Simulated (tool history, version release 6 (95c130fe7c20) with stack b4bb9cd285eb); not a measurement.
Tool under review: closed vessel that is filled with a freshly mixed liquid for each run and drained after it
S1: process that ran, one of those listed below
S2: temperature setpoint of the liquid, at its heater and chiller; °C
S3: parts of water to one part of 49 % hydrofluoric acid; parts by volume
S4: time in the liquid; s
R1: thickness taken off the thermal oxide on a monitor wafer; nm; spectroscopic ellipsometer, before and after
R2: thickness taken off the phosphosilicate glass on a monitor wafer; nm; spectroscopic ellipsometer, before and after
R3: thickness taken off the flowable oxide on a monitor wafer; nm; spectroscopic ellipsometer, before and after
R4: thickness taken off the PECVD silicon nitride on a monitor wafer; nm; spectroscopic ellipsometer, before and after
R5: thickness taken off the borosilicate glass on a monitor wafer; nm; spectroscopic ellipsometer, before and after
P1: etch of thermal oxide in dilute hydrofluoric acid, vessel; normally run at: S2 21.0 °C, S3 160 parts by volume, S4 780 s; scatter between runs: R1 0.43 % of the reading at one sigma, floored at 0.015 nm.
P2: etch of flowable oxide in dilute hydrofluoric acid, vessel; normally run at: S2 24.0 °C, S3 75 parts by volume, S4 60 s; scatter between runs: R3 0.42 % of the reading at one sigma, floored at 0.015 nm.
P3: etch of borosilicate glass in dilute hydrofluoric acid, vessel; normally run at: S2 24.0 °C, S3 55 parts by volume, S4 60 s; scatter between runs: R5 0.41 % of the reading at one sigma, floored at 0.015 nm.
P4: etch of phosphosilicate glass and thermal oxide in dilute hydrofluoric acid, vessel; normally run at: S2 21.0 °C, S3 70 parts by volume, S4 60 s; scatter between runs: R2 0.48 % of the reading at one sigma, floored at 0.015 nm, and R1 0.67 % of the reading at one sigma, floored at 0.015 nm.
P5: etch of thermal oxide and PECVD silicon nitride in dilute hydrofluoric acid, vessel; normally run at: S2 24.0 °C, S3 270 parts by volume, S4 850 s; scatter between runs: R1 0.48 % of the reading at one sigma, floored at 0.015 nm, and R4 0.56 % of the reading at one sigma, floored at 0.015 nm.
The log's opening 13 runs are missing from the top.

{"run": 14, "hour": 172.7, "S1": "P5", "S2": 24.0, "S3": 270, "S4": 850, "R1": 12.107, "R4": 14.17}
{"hour": 177.6, "done": "thermometer replaced"}
{"run": 15, "hour": 186.4, "S1": "P2", "S2": 24.0, "S3": 75, "S4": 60, "R3": 23.104}
{"run": 16, "hour": 195.4, "S1": "P2", "S2": 24.0, "S3": 105, "S4": 60, "R3": 15.787}
{"run": 17, "hour": 211.8, "S1": "P5", "S2": 24.0, "S3": 270, "S4": 850, "R1": 12.104, "R4": 14.147}
{"run": 18, "hour": 224.3, "S1": "P1", "S2": 21.0, "S3": 160, "S4": 780, "R1": 18.567}
{"run": 19, "hour": 240.6, "S1": "P1", "S2": 21.0, "S3": 160, "S4": 780, "R1": 18.491}
{"run": 20, "hour": 256.9, "S1": "P3", "S2": 24.0, "S3": 55, "S4": 60, "R5": 36.797}
{"run": 21, "hour": 265.3, "S1": "P1", "S2": 21.0, "S3": 235, "S4": 780, "R1": 11.707}
{"run": 22, "hour": 273.5, "S1": "P3", "S2": 24.0, "S3": 55, "S4": 60, "R5": 36.515}
{"run": 23, "hour": 286.6, "S1": "P4", "S2": 21.0, "S3": 70, "S4": 60, "R1": 3.5828, "R2": 149.64}
{"run": 24, "hour": 302.9, "S1": "P3", "S2": 24.0, "S3": 55, "S4": 100, "R5": 61.132}
{"run": 25, "hour": 318.6, "S1": "P3", "S2": 24.0, "S3": 30, "S4": 60, "R5": 69.255}

Run 26 is up next; what results do you expect?
{"run": 26, "hour": 326.8, "S1": "P1", "S2": 17.0, "S3": 160, "S4": 780, "R1": "?"}

{"run 26": {"R1": 15.757}}
